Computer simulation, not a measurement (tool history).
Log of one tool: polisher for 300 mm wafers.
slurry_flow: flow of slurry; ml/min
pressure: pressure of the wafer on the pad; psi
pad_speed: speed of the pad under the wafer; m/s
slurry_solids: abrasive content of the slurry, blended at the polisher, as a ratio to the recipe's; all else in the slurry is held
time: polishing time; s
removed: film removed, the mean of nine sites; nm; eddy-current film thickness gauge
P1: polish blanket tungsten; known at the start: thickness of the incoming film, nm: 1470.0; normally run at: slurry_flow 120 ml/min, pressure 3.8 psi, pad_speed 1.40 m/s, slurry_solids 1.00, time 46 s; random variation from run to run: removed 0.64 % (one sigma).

run   hour  slurry_flow  pressure  pad_speed  slurry_solids  time  wafers polished on this pad  hours since the slurry nozzle was cleaned  hours since the head pressure was calibrated  hours since the slurry blender was calibrated  hours since the slurry got fresh peroxide  removed
  1    3.3          120       3.8       1.40           1.00    46                          614                                      350.8                                         627.5                                          130.4                                      142.2   333.88
  2    9.2          120       3.8       1.40           1.00    46                          677                                      356.7                                         633.4                                          136.3                                      148.1   329.89
  3   13.9          120       6.0       1.40           1.00    46                          727                                      361.4                                         638.1                                          141.0                                      152.8   533.53
  4   21.1           85       3.8       1.40           1.00    46                          805                                      368.6                                         645.3                                          148.2                                      160.0   303.58
  5   26.4          120       1.7       1.40           1.00    46                          862                                      373.9                                         650.6                                          153.5                                      165.3   150.34
  6   31.2          185       3.8       1.40           1.00    27                          913                                      378.7                                         655.4                                          158.3                                      170.1   210.51
  7   35.8          120       3.8       1.40           1.00    31                          963                                      383.3                                         660.0                                          162.9                                      174.7   227.32
  8   41.0          120       3.8       1.40           0.75    46                         1018                                      388.5                                         665.2                                          168.1                                      179.9   316.78
  9   47.7          175       4.9       1.40           1.00    46                         1090                                      395.2                                         671.9                                          174.8                                      186.6   463.02
 10   54.6          120       3.8       1.40           1.00    46                         1164                                      402.1                                         678.8                                          181.7                                      193.5   332.38
 11   59.9          120       3.8       2.10           1.00    46                         1221                                      407.4                                         684.1                                          187.0                                      198.8   501.13
      64.5  -- worn pad replaced by a new one
 12   67.1          185       3.8       1.40           1.00    46                           28                                      414.6                                         691.3                                          194.2                                      206.0   359.86
 13   72.2          120       3.8       1.40           0.75    22                           83                                      419.7                                         696.4                                          199.3                                      211.1   149.89
 14   75.7          120       3.8       1.40           1.00    60                          121                                      423.2                                         699.9                                          202.8                                      214.6   438.27
 15   80.8          120       3.8       1.40           1.00    46                          175                                      428.3                                         705.0                                          207.9                                      219.7   335.18
 16   85.7          120       3.8       1.40           1.40    46                          228                                      433.2                                         709.9                                          212.8                                      224.6   362.57
 17   90.0          120       3.8       0.82           1.00    46                          274                                      437.5                                         714.2                                          217.1                                      228.9   197.72
 18   96.2          120       3.8       1.40           1.00    46                          341                                      443.7                                         720.4                                          223.3                                      235.1   336.35
 19  101.0          120       3.8       1.40           1.00    46                          392                                      448.5                                         725.2                                          228.1                                      239.9   319.47
 20  104.3          120       3.8       1.40           1.00    46                          428                                      451.8                                         728.5                                          231.4                                      243.2   309.65
     107.6  -- slurry blender recalibrated
 21  110.8          120       3.8       1.40           1.00    46                          497                                      458.3                                         735.0                                            3.3                                      249.7   299.20
     113.2  -- head pressure recalibrated
 22  114.2          120       3.8       1.40           1.00    46                          534                                      461.7                                           1.1                                            6.7                                      253.1   295.46
     117.0  -- worn pad replaced by a new one
 23  118.8          120       3.8       1.40           1.00    46                           20                                      466.3                                           5.7                                           11.3                                      257.7   296.55
 24  122.1          120       3.8       1.40           1.00    46                           55                                      469.6                                           9.0                                           14.6                                      261.0   296.39
 25  126.7          120       3.8       1.40           1.00    46                          105                                      474.2                                          13.6                                           19.2                                      265.6   292.03

What P1 gives has crept away from where it was. These 2 causes fit the log equally well, each at the size given:
A: slurry flow missing at the pad, % = 39.3
B: peroxide lost from the slurry, % = 28.4
The creep began at about hour 96.2.
Why every other cause is out:
removal rate lost through wear of the pad, %: serviced at hour 117.0, which brought nothing back
head's pressure below its setpoint, %: serviced at hour 113.2, which brought nothing back
abrasive missing from the slurry, %: serviced at hour 107.6, which brought nothing back

4 check runs are offered, each on 2 wafers whose results are averaged, their results left as question marks. Which one tells the causes apart?
check 1  131.3          180       3.8       1.40           1.00    46                                                                                                                                                                                                                        ?
check 2  131.3          120       5.4       1.78           1.00    46                                                                                                                                                                                                                        ?
check 3  131.3          120       5.1       1.40           1.00    46                                                                                                                                                                                                                        ?
check 4  131.3          120       3.8       0.94           1.00    46                                                                                                                                                                                                                        ?

What each check would give under each cause:
  check   result    if A    if B
check 1  removed  327.40  314.37
check 2  removed  529.10  528.89
check 3  removed  393.03  392.87
check 4  removed  196.62  196.55
How far apart the two closest causes lie, in the result that separates them most: check 1 4.06 %; check 2 0.04 %; check 3 0.04 %; check 4 0.04 %
Only check 1 tells the causes apart: in the others they would give nearly the same result.

Then check 1 was run and gave: removed 328.05 nm. Which cause is it?

It is A: slurry flow missing at the pad, %.
